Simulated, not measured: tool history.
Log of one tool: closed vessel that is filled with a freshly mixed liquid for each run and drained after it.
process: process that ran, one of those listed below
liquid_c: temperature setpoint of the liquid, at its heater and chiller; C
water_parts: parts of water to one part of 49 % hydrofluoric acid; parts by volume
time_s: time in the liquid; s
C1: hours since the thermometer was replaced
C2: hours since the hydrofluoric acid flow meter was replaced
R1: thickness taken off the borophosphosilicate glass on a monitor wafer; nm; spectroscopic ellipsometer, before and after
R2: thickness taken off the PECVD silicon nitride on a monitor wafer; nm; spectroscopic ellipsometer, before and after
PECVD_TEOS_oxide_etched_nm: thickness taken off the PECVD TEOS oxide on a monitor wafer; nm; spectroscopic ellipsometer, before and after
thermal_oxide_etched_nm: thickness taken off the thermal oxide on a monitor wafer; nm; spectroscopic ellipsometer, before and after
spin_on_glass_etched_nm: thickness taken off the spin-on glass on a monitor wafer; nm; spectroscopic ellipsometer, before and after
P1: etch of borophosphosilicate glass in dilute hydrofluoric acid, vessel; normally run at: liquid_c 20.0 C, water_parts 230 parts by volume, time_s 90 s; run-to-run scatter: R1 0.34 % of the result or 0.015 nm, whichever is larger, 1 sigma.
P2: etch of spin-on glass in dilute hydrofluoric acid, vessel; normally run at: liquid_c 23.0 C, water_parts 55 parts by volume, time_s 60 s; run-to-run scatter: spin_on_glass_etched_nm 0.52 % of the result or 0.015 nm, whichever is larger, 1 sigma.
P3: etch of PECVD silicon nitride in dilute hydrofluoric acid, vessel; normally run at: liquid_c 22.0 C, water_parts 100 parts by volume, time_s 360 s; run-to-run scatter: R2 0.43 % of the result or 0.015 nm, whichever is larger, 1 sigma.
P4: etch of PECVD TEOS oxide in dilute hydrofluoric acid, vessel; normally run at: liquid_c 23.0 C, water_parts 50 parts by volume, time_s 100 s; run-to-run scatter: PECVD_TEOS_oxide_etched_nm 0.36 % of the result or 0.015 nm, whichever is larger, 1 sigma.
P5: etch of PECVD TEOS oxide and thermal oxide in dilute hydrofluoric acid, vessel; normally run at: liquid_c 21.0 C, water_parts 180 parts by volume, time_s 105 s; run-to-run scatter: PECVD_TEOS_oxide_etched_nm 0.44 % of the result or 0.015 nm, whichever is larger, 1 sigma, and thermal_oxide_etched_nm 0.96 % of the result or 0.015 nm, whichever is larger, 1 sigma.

{"run": 1, "day": 0.212, "process": "P1", "liquid_c": 20.0, "water_parts": 230, "time_s": 90, "C1": 1715.7, "C2": 836.8, "R1": 9.6536}
{"run": 2, "day": 0.429, "process": "P1", "liquid_c": 20.0, "water_parts": 230, "time_s": 90, "C1": 1720.9, "C2": 842.0, "R1": 9.6836}
{"run": 3, "day": 0.75, "process": "P1", "liquid_c": 26.0, "water_parts": 230, "time_s": 90, "C1": 1728.6, "C2": 849.7, "R1": 12.089}
{"run": 4, "day": 0.996, "process": "P3", "liquid_c": 22.0, "water_parts": 100, "time_s": 145, "C1": 1734.5, "C2": 855.6, "R2": 5.6226}
{"run": 5, "day": 1.188, "process": "P1", "liquid_c": 20.0, "water_parts": 230, "time_s": 30, "C1": 1739.1, "C2": 860.2, "R1": 3.2077}
{"run": 6, "day": 1.383, "process": "P1", "liquid_c": 20.0, "water_parts": 95, "time_s": 30, "C1": 1743.8, "C2": 864.9, "R1": 8.9608}
{"run": 7, "day": 1.708, "process": "P1", "liquid_c": 20.0, "water_parts": 230, "time_s": 90, "C1": 1751.6, "C2": 872.7, "R1": 9.6235}
{"run": 8, "day": 2.029, "process": "P1", "liquid_c": 20.0, "water_parts": 230, "time_s": 90, "C1": 1759.3, "C2": 880.4, "R1": 9.6575}
{"run": 9, "day": 2.346, "process": "P3", "liquid_c": 17.0, "water_parts": 100, "time_s": 360, "C1": 1766.9, "C2": 888.0, "R2": 9.8971}
{"run": 10, "day": 2.658, "process": "P5", "liquid_c": 21.0, "water_parts": 55, "time_s": 105, "C1": 1774.4, "C2": 895.5, "PECVD_TEOS_oxide_etched_nm": 32.87, "thermal_oxide_etched_nm": 8.575}
{"run": 11, "day": 2.904, "process": "P4", "liquid_c": 23.0, "water_parts": 85, "time_s": 100, "C1": 1780.3, "C2": 901.4, "PECVD_TEOS_oxide_etched_nm": 15.05}
{"run": 12, "day": 3.121, "process": "P2", "liquid_c": 30.5, "water_parts": 55, "time_s": 60, "C1": 1785.5, "C2": 906.6, "spin_on_glass_etched_nm": 67.043}
{"run": 13, "day": 3.392, "process": "P1", "liquid_c": 20.0, "water_parts": 230, "time_s": 175, "C1": 1792.0, "C2": 913.1, "R1": 18.658}
{"run": 14, "day": 3.579, "process": "P1", "liquid_c": 20.0, "water_parts": 230, "time_s": 90, "C1": 1796.5, "C2": 917.6, "R1": 9.6756}
{"run": 15, "day": 3.817, "process": "P3", "liquid_c": 22.0, "water_parts": 20, "time_s": 360, "C1": 1802.2, "C2": 923.3, "R2": 66.512}
{"run": 16, "day": 4.112, "process": "P2", "liquid_c": 23.0, "water_parts": 55, "time_s": 60, "C1": 1809.3, "C2": 930.4, "spin_on_glass_etched_nm": 49.711}
{"run": 17, "day": 4.408, "process": "P1", "liquid_c": 20.0, "water_parts": 320, "time_s": 90, "C1": 1816.4, "C2": 937.5, "R1": 6.3803}
{"run": 18, "day": 4.683, "process": "P1", "liquid_c": 17.0, "water_parts": 95, "time_s": 90, "C1": 1823.0, "C2": 944.1, "R1": 23.664}
{"run": 19, "day": 4.979, "process": "P2", "liquid_c": 23.0, "water_parts": 80, "time_s": 60, "C1": 1830.1, "C2": 951.2, "spin_on_glass_etched_nm": 33.393}
{"run": 20, "day": 5.204, "process": "P5", "liquid_c": 21.0, "water_parts": 180, "time_s": 105, "C1": 1835.5, "C2": 956.6, "PECVD_TEOS_oxide_etched_nm": 8.717, "thermal_oxide_etched_nm": 2.2808}
{"run": 21, "day": 5.454, "process": "P1", "liquid_c": 17.0, "water_parts": 230, "time_s": 90, "C1": 1841.5, "C2": 962.6, "R1": 8.6104}
{"run": 22, "day": 5.675, "process": "P4", "liquid_c": 23.0, "water_parts": 50, "time_s": 30, "C1": 1846.8, "C2": 967.9, "PECVD_TEOS_oxide_etched_nm": 7.9894}
{"run": 23, "day": 5.879, "process": "P1", "liquid_c": 20.0, "water_parts": 130, "time_s": 90, "C1": 1851.7, "C2": 972.8, "R1": 18.903}
{"run": 24, "day": 6.112, "process": "P5", "liquid_c": 21.0, "water_parts": 180, "time_s": 195, "C1": 1857.3, "C2": 978.4, "PECVD_TEOS_oxide_etched_nm": 16.21, "thermal_oxide_etched_nm": 4.2162}
{"run": 25, "day": 6.421, "process": "P5", "liquid_c": 27.5, "water_parts": 180, "time_s": 105, "C1": 1864.7, "C2": 985.8, "PECVD_TEOS_oxide_etched_nm": 11.216, "thermal_oxide_etched_nm": 2.8068}
{"run": 26, "day": 6.588, "process": "P2", "liquid_c": 23.0, "water_parts": 55, "time_s": 110, "C1": 1868.7, "C2": 989.8, "spin_on_glass_etched_nm": 91.153}
{"run": 27, "day": 6.738, "process": "P4", "liquid_c": 17.0, "water_parts": 50, "time_s": 100, "C1": 1872.3, "C2": 993.4, "PECVD_TEOS_oxide_etched_nm": 20.549}
{"run": 28, "day": 7.021, "process": "P4", "liquid_c": 23.0, "water_parts": 50, "time_s": 100, "C1": 1879.1, "C2": 1000.2, "PECVD_TEOS_oxide_etched_nm": 26.355}
{"run": 29, "day": 7.192, "process": "P3", "liquid_c": 22.0, "water_parts": 100, "time_s": 360, "C1": 1883.2, "C2": 1004.3, "R2": 13.982}
{"run": 30, "day": 7.512, "process": "P3", "liquid_c": 22.0, "water_parts": 100, "time_s": 360, "C1": 1890.9, "C2": 1012.0, "R2": 13.862}
{"run": 31, "day": 7.704, "process": "P1", "liquid_c": 26.0, "water_parts": 230, "time_s": 50, "C1": 1895.5, "C2": 1016.6, "R1": 6.6921}
{"run": 32, "day": 7.95, "process": "P1", "liquid_c": 20.0, "water_parts": 230, "time_s": 90, "C1": 1901.4, "C2": 1022.5, "R1": 9.6084}
{"run": 33, "day": 8.217, "process": "P1", "liquid_c": 20.0, "water_parts": 230, "time_s": 90, "C1": 1907.8, "C2": 1028.9, "R1": 9.5994}
{"run": 34, "day": 8.479, "process": "P1", "liquid_c": 20.0, "water_parts": 230, "time_s": 90, "C1": 1914.1, "C2": 1035.2, "R1": 9.7967}
{"run": 35, "day": 8.792, "process": "P1", "liquid_c": 20.0, "water_parts": 230, "time_s": 90, "C1": 1921.6, "C2": 1042.7, "R1": 10.053}
{"run": 36, "day": 9.021, "process": "P1", "liquid_c": 20.0, "water_parts": 230, "time_s": 90, "C1": 1927.1, "C2": 1048.2, "R1": 9.9921}
{"run": 37, "day": 9.325, "process": "P1", "liquid_c": 20.0, "water_parts": 230, "time_s": 90, "C1": 1934.4, "C2": 1055.5, "R1": 10.035}
{"run": 38, "day": 9.575, "process": "P1", "liquid_c": 20.0, "water_parts": 230, "time_s": 90, "C1": 1940.4, "C2": 1061.5, "R1": 10.154}

Run 39 comes next. What will it give?
{"run": 39, "day": 9.808, "process": "P1", "liquid_c": 20.0, "water_parts": 230, "time_s": 90, "C1": 1946.0, "C2": 1067.1, "R1": "?"}

{"run 39": {"R1": 10.098}}
